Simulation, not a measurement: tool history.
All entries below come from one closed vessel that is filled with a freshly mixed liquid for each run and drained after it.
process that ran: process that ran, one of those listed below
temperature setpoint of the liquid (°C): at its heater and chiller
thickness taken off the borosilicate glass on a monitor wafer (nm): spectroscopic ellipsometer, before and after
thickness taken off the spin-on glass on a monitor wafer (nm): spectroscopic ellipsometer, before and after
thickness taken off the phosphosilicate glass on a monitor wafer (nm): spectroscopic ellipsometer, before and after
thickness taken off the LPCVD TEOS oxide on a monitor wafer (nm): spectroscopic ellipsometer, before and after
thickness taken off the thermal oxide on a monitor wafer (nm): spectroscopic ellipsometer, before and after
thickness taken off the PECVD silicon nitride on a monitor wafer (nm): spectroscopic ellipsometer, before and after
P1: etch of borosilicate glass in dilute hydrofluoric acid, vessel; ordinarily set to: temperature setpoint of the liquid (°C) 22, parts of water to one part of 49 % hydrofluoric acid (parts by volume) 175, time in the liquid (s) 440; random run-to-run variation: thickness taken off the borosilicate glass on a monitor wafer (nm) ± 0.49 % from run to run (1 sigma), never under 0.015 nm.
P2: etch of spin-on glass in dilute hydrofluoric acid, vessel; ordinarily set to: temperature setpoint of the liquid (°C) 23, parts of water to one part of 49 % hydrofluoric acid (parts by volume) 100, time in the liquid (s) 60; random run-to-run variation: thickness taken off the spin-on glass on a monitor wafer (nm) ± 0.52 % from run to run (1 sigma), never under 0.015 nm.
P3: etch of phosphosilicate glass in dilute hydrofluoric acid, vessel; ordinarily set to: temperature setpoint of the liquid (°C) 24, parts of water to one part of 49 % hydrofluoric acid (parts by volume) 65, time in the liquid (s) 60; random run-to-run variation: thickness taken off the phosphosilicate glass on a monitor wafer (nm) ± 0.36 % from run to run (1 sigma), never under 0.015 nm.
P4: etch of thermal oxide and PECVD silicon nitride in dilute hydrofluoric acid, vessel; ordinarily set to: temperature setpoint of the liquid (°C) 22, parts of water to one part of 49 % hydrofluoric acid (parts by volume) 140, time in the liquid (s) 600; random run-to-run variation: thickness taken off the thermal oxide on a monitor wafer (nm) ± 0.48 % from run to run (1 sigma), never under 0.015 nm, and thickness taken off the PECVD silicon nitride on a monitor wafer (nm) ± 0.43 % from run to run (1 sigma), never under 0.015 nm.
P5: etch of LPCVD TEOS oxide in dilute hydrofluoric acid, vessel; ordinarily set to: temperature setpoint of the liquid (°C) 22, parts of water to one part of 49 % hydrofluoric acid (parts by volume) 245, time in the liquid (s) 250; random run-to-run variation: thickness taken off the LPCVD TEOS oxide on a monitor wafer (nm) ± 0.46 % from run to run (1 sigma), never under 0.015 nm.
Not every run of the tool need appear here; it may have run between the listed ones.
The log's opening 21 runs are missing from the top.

run,hour,process that ran,temperature setpoint of the liquid (°C),parts of water to one part of 49 % hydrofluoric acid (parts by volume),time in the liquid (s),hours since the thermometer was replaced,hours since the hydrofluoric acid flow meter was replaced,thickness taken off the borosilicate glass on a monitor wafer (nm),thickness taken off the spin-on glass on a monitor wafer (nm),thickness taken off the phosphosilicate glass on a monitor wafer (nm),thickness taken off the LPCVD TEOS oxide on a monitor wafer (nm),thickness taken off the thermal oxide on a monitor wafer (nm),thickness taken off the PECVD silicon nitride on a monitor wafer (nm)
22,124.3,P4,22,140,600,1277.2,469.3,,,,,17.996,14.5
23,130.9,P3,29,65,60,1283.8,475.9,,,69.29,,,
24,136.4,P1,22,175,440,1289.3,481.4,38.041,,,,,
25,141.7,P1,22,175,440,1294.6,486.7,37.755,,,,,
26,145.2,P1,22,295,440,1298.1,490.2,20.008,,,,,
# hour 145.9: hydrofluoric acid flow meter replaced
27,151.4,P4,22,140,40,1304.3,5.5,,,,,1.2117,0.97762
28,157.4,P3,24,85,60,1310.3,11.5,,,42.304,,,
29,161.9,P1,17,175,440,1314.8,16,31.301,,,,,
30,165.6,P5,22,245,250,1318.5,19.7,,,,35.953,,

Run 31, settings as shown, results not yet in. Your forecast:
31,170.6,P1,22,175,440,1323.5,24.7,?,,,,,

Run 31 produced thickness taken off the borosilicate glass on a monitor wafer (nm) 37.757.

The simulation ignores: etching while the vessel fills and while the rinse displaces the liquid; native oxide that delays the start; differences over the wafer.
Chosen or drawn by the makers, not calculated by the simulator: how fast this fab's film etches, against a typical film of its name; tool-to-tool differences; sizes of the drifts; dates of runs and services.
